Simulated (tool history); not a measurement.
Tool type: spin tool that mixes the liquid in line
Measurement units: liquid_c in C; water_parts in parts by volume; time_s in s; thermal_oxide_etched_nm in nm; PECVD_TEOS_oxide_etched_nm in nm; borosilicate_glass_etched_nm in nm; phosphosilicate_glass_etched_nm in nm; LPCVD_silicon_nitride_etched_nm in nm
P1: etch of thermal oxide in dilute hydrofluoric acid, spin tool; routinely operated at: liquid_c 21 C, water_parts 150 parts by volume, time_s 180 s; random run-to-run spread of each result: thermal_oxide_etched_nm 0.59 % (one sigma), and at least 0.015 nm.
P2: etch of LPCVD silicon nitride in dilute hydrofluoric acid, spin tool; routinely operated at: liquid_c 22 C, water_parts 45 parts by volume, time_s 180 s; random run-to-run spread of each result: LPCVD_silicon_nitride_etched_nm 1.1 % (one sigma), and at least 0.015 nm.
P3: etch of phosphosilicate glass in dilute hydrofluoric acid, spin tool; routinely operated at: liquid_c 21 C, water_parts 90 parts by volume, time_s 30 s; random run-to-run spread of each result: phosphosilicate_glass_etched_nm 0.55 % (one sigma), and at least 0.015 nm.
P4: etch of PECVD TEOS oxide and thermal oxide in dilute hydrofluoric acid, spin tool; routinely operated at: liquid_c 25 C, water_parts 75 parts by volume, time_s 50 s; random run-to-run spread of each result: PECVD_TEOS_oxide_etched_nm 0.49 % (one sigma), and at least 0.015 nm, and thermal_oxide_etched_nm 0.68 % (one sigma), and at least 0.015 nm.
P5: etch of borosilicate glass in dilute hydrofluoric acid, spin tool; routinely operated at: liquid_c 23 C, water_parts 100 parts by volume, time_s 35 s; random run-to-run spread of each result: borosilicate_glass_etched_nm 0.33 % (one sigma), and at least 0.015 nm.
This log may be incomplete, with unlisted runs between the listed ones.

| run | hour | process | liquid_c | water_parts | time_s | hours since the thermometer was replaced | hours since the hydrofluoric acid flow meter was replaced | thermal_oxide_etched_nm | PECVD_TEOS_oxide_etched_nm | borosilicate_glass_etched_nm | phosphosilicate_glass_etched_nm | LPCVD_silicon_nitride_etched_nm |
|---|---|---|---|---|---|---|---|---|---|---|---|---|
| 1 | 14.7 | P1 | 21 | 150 | 180 | 937.8 | 832.8 | 4.669 |  |  |  |  |
| 2 | 28.2 | P1 | 21 | 45 | 180 | 951.3 | 846.3 | 17.805 |  |  |  |  |
| 3 | 37.5 | P4 | 31.5 | 75 | 50 | 960.6 | 855.6 | 4.4584 | 26.816 |  |  |  |
| 4 | 46 | P1 | 21 | 150 | 180 | 969.1 | 864.1 | 4.6938 |  |  |  |  |
| 5 | 59.3 | P5 | 23 | 55 | 35 | 982.4 | 877.4 |  |  | 18.224 |  |  |
| 6 | 75.8 | P1 | 21 | 150 | 180 | 998.9 | 893.9 | 4.6533 |  |  |  |  |
| 7 | 92.1 | P1 | 26.5 | 150 | 180 | 1015.2 | 910.2 | 5.7957 |  |  |  |  |
| 8 | 101.3 | P1 | 21 | 150 | 300 | 1024.4 | 919.4 | 7.8843 |  |  |  |  |
| 9 | 118 | P4 | 25 | 75 | 50 | 1041.1 | 936.1 | 3.4389 | 20.581 |  |  |  |
| 10 | 130.2 | P1 | 17 | 150 | 180 | 1053.3 | 948.3 | 4.0273 |  |  |  |  |
| 11 | 144.6 | P3 | 21 | 90 | 30 | 1067.7 | 962.7 |  |  |  | 30.765 |  |
| 12 | 157.7 | P5 | 23 | 100 | 20 | 1080.8 | 975.8 |  |  | 5.4097 |  |  |
| 13 | 173.2 | P1 | 21 | 150 | 180 | 1096.3 | 991.3 | 4.7015 |  |  |  |  |
| 14 | 186.9 | P5 | 31.5 | 100 | 35 | 1110 | 1005 |  |  | 12.982 |  |  |
| 15 | 198.6 | P1 | 21 | 150 | 180 | 1121.7 | 1016.7 | 4.7526 |  |  |  |  |
| 16 | 208.9 | P5 | 23 | 100 | 35 | 1132 | 1027 |  |  | 9.4571 |  |  |
| 17 | 216.1 | P2 | 22 | 45 | 180 | 1139.2 | 1034.2 |  |  |  |  | 1.8352 |
| 18 | 223.8 | P3 | 21 | 45 | 30 | 1146.9 | 1041.9 |  |  |  | 65.438 |  |
| 19 | 231.3 | P3 | 29 | 90 | 30 | 1154.4 | 1049.4 |  |  |  | 43.066 |  |
| 20 | 246.4 | P5 | 23 | 100 | 35 | 1169.5 | 1064.5 |  |  | 9.501 |  |  |
| 21 | 262.3 | P3 | 21 | 90 | 55 | 1185.4 | 1080.4 |  |  |  | 56.767 |  |
| 22 | 278.3 | P1 | 21 | 240 | 180 | 1201.4 | 1096.4 | 2.6679 |  |  |  |  |
| 23 | 287 | P1 | 21 | 245 | 305 | 1210.1 | 1105.1 | 4.478 |  |  |  |  |
| 24 | 295.1 | P2 | 18 | 45 | 180 | 1218.2 | 1113.2 |  |  |  |  | 1.3567 |
| 25 | 311.5 | P2 | 22 | 20 | 180 | 1234.6 | 1129.6 |  |  |  |  | 3.9425 |
| 26 | 322.6 | P1 | 21 | 150 | 90 | 1245.7 | 1140.7 | 2.3737 |  |  |  |  |
| 27 | 335.8 | P4 | 25 | 75 | 70 | 1258.9 | 1153.9 | 4.8243 | 28.927 |  |  |  |
| 28 | 346.4 | P2 | 22 | 45 | 315 | 1269.5 | 1164.5 |  |  |  |  | 3.225 |
| 29 | 355.5 | P4 | 25 | 140 | 50 | 1278.6 | 1173.6 | 1.6808 | 10.218 |  |  |  |
| 30 | 363.9 | P1 | 29 | 150 | 65 | 1287 | 1182 | 2.2933 |  |  |  |  |
| 31 | 378.3 | P1 | 21 | 150 | 180 | 1301.4 | 1196.4 | 4.7313 |  |  |  |  |
| 32 | 391.1 | P1 | 21 | 150 | 180 | 1314.2 | 1209.2 | 4.697 |  |  |  |  |
| 33 | 402 | P1 | 21 | 150 | 180 | 1325.1 | 1220.1 | 4.9208 |  |  |  |  |
| 34 | 415.4 | P1 | 21 | 150 | 180 | 1338.5 | 1233.5 | 5.0673 |  |  |  |  |
| 35 | 425 | P1 | 21 | 150 | 180 | 1348.1 | 1243.1 | 5.0747 |  |  |  |  |
| 36 | 439.5 | P1 | 21 | 150 | 180 | 1362.6 | 1257.6 | 5.0691 |  |  |  |  |
| 37 | 456 | P1 | 21 | 150 | 180 | 1379.1 | 1274.1 | 5.0161 |  |  |  |  |
| 38 | 464.3 | P1 | 21 | 150 | 180 | 1387.4 | 1282.4 | 5.0429 |  |  |  |  |

P1 has crept away from where it was. The log is fitted equally well by each of these 2 causes, at the sizes shown:
A: liquid hotter than its thermometer reads (K) = 1.94
B: hydrofluoric acid flow above the setpoint (%) = 6.74
Creep in the process output first set in at about hour 391.1.

Below are 4 check runs, each averaged over 2 wafers, with their results shown as question marks. Which of them would give clearly different results depending on which cause is behind the drift?
| check 1 | 472.6 | P2 | 22 | 45 | 180 |  |  |  |  |  |  | ? |
| check 2 | 472.6 | P4 | 25 | 75 | 50 |  |  | ? | ? |  |  |  |
| check 3 | 472.6 | P3 | 21 | 90 | 30 |  |  |  |  |  | ? |  |
| check 4 | 472.6 | P5 | 23 | 100 | 35 |  |  |  |  | ? |  |  |

What each check would give under each cause:
| check | result | if A | if B |
|---|---|---|---|
| check 1 | LPCVD_silicon_nitride_etched_nm | 2.0741 | 1.9364 |
| check 2 | thermal_oxide_etched_nm | 3.7022 | 3.682 |
| check 2 | PECVD_TEOS_oxide_etched_nm | 22.316 | 22.194 |
| check 3 | phosphosilicate_glass_etched_nm | 33.523 | 33.288 |
| check 4 | borosilicate_glass_etched_nm | 10.184 | 10.142 |
How far apart the two closest causes lie, in the result that separates them most: check 1 6.87 %; check 2 0.55 %; check 3 0.7 %; check 4 0.41 %
Check 1 distinguishes between the causes, while the remaining checks would return nearly the same result for all of them.

Check 1 has now been run. It gave: LPCVD_silicon_nitride_etched_nm 2.0704 nm. Which of the candidate causes is it?

The correct cause is A, namely: liquid hotter than its thermometer reads (K).

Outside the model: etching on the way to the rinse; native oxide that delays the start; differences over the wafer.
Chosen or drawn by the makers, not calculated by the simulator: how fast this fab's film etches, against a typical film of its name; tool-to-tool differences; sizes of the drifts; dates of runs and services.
